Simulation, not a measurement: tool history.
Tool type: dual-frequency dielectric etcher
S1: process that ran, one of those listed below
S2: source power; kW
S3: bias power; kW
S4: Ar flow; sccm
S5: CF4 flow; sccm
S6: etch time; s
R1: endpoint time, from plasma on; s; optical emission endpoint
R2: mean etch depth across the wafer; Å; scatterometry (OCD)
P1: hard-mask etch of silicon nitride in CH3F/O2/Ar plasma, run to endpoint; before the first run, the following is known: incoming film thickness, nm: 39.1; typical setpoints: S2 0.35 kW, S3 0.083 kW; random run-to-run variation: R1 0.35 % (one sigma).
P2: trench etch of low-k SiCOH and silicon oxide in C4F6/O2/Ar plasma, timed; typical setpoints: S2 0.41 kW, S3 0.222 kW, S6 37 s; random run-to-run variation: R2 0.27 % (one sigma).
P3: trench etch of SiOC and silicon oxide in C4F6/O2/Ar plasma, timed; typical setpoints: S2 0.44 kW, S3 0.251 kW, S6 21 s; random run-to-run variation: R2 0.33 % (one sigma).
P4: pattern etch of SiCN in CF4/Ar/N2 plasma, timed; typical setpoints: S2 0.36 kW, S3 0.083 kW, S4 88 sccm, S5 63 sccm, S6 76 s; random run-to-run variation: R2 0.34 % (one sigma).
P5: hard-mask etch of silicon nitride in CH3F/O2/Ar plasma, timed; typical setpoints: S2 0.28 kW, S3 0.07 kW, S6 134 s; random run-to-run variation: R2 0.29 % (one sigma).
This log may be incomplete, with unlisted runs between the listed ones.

{"run": 1, "day": 0.562, "S1": "P1", "S2": 0.35, "S3": 0.083, "R1": 56.536}
{"run": 2, "day": 0.933, "S1": "P4", "S2": 0.36, "S3": 0.083, "S4": 88, "S5": 63, "S6": 76, "R2": 543.08}
{"run": 3, "day": 1.429, "S1": "P3", "S2": 0.44, "S3": 0.251, "S6": 21, "R2": 491.63}
{"run": 4, "day": 1.942, "S1": "P1", "S2": 0.26, "S3": 0.103, "R1": 58.55}
{"run": 5, "day": 2.338, "S1": "P4", "S2": 0.36, "S3": 0.083, "S4": 105, "S5": 63, "S6": 76, "R2": 532.65}
{"run": 6, "day": 2.758, "S1": "P2", "S2": 0.41, "S3": 0.283, "S6": 37, "R2": 1395.5}
{"run": 7, "day": 3.279, "S1": "P4", "S2": 0.36, "S3": 0.083, "S4": 88, "S5": 63, "S6": 97, "R2": 691.9}
{"run": 8, "day": 3.833, "S1": "P2", "S2": 0.55, "S3": 0.222, "S6": 37, "R2": 1439}
{"run": 9, "day": 4.417, "S1": "P5", "S2": 0.28, "S3": 0.052, "S6": 134, "R2": 740.06}
{"run": 10, "day": 4.688, "S1": "P1", "S2": 0.35, "S3": 0.083, "R1": 56.277}
{"run": 11, "day": 5.1, "S1": "P1", "S2": 0.35, "S3": 0.083, "R1": 56.169}
{"run": 12, "day": 5.667, "S1": "P4", "S2": 0.36, "S3": 0.083, "S4": 88, "S5": 85, "S6": 76, "R2": 565.84}
{"run": 13, "day": 6.221, "S1": "P1", "S2": 0.35, "S3": 0.083, "R1": 56.552}
{"run": 14, "day": 6.704, "S1": "P5", "S2": 0.28, "S3": 0.07, "S6": 75, "R2": 458.78}
{"run": 15, "day": 7.312, "S1": "P3", "S2": 0.44, "S3": 0.332, "S6": 21, "R2": 538.06}
{"run": 16, "day": 7.654, "S1": "P4", "S2": 0.23, "S3": 0.083, "S4": 88, "S5": 63, "S6": 76, "R2": 367.71}
{"run": 17, "day": 7.946, "S1": "P5", "S2": 0.37, "S3": 0.07, "S6": 134, "R2": 910.61}
{"run": 18, "day": 8.275, "S1": "P1", "S2": 0.26, "S3": 0.083, "R1": 63.245}
{"day": 8.712, "done": "wet clean of the chamber"}
{"run": 19, "day": 8.725, "S1": "P1", "S2": 0.35, "S3": 0.083, "R1": 56.393}
{"run": 20, "day": 9.196, "S1": "P2", "S2": 0.41, "S3": 0.222, "S6": 37, "R2": 1281.1}
{"run": 21, "day": 9.492, "S1": "P1", "S2": 0.35, "S3": 0.083, "R1": 56.592}
{"run": 22, "day": 9.888, "S1": "P1", "S2": 0.35, "S3": 0.064, "R1": 61.713}
{"run": 23, "day": 10.254, "S1": "P4", "S2": 0.36, "S3": 0.083, "S4": 88, "S5": 63, "S6": 76, "R2": 546.16}
{"run": 24, "day": 10.542, "S1": "P2", "S2": 0.41, "S3": 0.222, "S6": 53.5, "R2": 1860}
{"run": 25, "day": 11.121, "S1": "P3", "S2": 0.44, "S3": 0.251, "S6": 28, "R2": 656.1}
{"run": 26, "day": 11.488, "S1": "P1", "S2": 0.35, "S3": 0.111, "R1": 50.624}
{"run": 27, "day": 11.988, "S1": "P1", "S2": 0.48, "S3": 0.083, "R1": 50.057}
{"run": 28, "day": 12.554, "S1": "P3", "S2": 0.61, "S3": 0.251, "S6": 21, "R2": 554.54}
{"run": 29, "day": 13.025, "S1": "P5", "S2": 0.28, "S3": 0.07, "S6": 134, "R2": 816.89}
{"run": 30, "day": 13.458, "S1": "P4", "S2": 0.36, "S3": 0.065, "S4": 88, "S5": 63, "S6": 76, "R2": 498.82}
{"run": 31, "day": 13.888, "S1": "P5", "S2": 0.28, "S3": 0.07, "S6": 134, "R2": 817.38}
{"run": 32, "day": 14.229, "S1": "P3", "S2": 0.44, "S3": 0.251, "S6": 21, "R2": 488.45}
{"run": 33, "day": 14.683, "S1": "P1", "S2": 0.35, "S3": 0.083, "R1": 56.642}
{"run": 34, "day": 15.146, "S1": "P1", "S2": 0.35, "S3": 0.083, "R1": 56.592}
{"run": 35, "day": 15.496, "S1": "P1", "S2": 0.35, "S3": 0.083, "R1": 56.968}
{"run": 36, "day": 15.962, "S1": "P1", "S2": 0.35, "S3": 0.083, "R1": 57.094}
{"run": 37, "day": 16.271, "S1": "P1", "S2": 0.35, "S3": 0.083, "R1": 57.164}
{"run": 38, "day": 16.738, "S1": "P1", "S2": 0.35, "S3": 0.083, "R1": 57.028}
{"run": 39, "day": 17.208, "S1": "P1", "S2": 0.35, "S3": 0.083, "R1": 57.081}
{"day": 17.429, "done": "wet clean of the chamber"}
{"run": 40, "day": 17.642, "S1": "P1", "S2": 0.35, "S3": 0.083, "R1": 57.369}
{"run": 41, "day": 18.062, "S1": "P1", "S2": 0.35, "S3": 0.083, "R1": 57.313}
{"run": 42, "day": 18.433, "S1": "P1", "S2": 0.35, "S3": 0.083, "R1": 57.258}
{"run": 43, "day": 18.833, "S1": "P1", "S2": 0.35, "S3": 0.083, "R1": 57.358}

What P1 gives has crept off from where it sat before. The 2 causes that follow fit the log equally well, each at the size noted:
A: bias power that arrives under what is set, % = 4.77
B: source power that arrives under what is set, % = 4.52
The gradual shift began around day 14.683.
All other causes, with the reason each is excluded:
chamber walls in a state that lowers the etch rate, %: serviced at day 17.429, after the change had begun; the process did not return to its earlier output

Which of the 4 check runs listed below, each an average over 2 wafers with its results shown as question marks, gives clearly different results under the different listed causes?
{"run": "check 1", "day": 19.233, "S1": "P3", "S2": 0.44, "S3": 0.251, "S6": 21, "R2": "?"}
{"run": "check 2", "day": 19.233, "S1": "P5", "S2": 0.28, "S3": 0.07, "S6": 134, "R2": "?"}
{"run": "check 3", "day": 19.233, "S1": "P4", "S2": 0.36, "S3": 0.083, "S4": 88, "S5": 63, "S6": 76, "R2": "?"}
{"run": "check 4", "day": 19.233, "S1": "P2", "S2": 0.41, "S3": 0.222, "S6": 37, "R2": "?"}

Predicted outcomes, by check and by cause:
check=check_1 result=R2 if_A=482.89 if_B=482.26
check=check_2 result=R2 if_A=803.91 if_B=803.61
check=check_3 result=R2 if_A=533.28 if_B=521.23
check=check_4 result=R2 if_A=1265.2 if_B=1263
Per check, the gap between the least separated pair of causes, taken in the result that splits them most: check 1 0.13 %; check 2 0.04 %; check 3 2.29 %; check 4 0.18 %
Of the check runs offered, only check 3 discriminates between the causes; the rest would read about the same regardless of which cause applies.

Check 3 has now been run. It gave: R2 533.49 Å. Which of the candidate causes is it?

A is the cause: bias power that arrives under what is set, %.

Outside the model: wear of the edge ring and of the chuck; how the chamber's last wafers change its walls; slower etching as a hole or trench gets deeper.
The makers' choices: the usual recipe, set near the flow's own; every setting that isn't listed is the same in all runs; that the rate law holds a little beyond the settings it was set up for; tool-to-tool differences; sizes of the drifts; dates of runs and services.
